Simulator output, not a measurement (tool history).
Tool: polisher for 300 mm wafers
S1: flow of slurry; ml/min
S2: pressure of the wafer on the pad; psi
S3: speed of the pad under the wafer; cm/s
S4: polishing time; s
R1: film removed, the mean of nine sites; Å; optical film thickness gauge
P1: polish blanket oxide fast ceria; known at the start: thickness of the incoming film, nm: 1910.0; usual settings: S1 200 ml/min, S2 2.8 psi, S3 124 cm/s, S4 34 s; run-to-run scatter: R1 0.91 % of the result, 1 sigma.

| run | hour | S1 | S2 | S3 | S4 | R1 |
|---|---|---|---|---|---|---|
| 1 | 7.8 | 200 | 2.8 | 124 | 34 | 6940.2 |
| 2 | 18.4 | 200 | 1.3 | 124 | 34 | 3188.9 |
| 3 | 30.4 | 255 | 2.8 | 124 | 34 | 7090.2 |
| 4 | 41.1 | 200 | 2.8 | 124 | 34 | 6927.9 |
| 5 | 52.6 | 200 | 2.8 | 124 | 53 | 10742.0 |
| 6 | 61.7 | 200 | 2.8 | 74 | 34 | 4136.7 |
| 7 | 70.9 | 200 | 2.8 | 194 | 34 | 10954.0 |
| 8 | 78.7 | 200 | 1.9 | 168 | 34 | 6375.7 |
| 9 | 89.2 | 200 | 4.4 | 124 | 34 | 10821.0 |
| 10 | 101.0 | 245 | 2.8 | 92 | 34 | 5332.5 |
| 11 | 110.7 | 200 | 2.8 | 124 | 34 | 6849.6 |
| 12 | 119.2 | 200 | 2.8 | 124 | 34 | 6950.9 |

Forecast run 13:
| 13 | 127.4 | 265 | 2.8 | 174 | 34 | ? |

{"run 13": {"R1": 9878.6}}
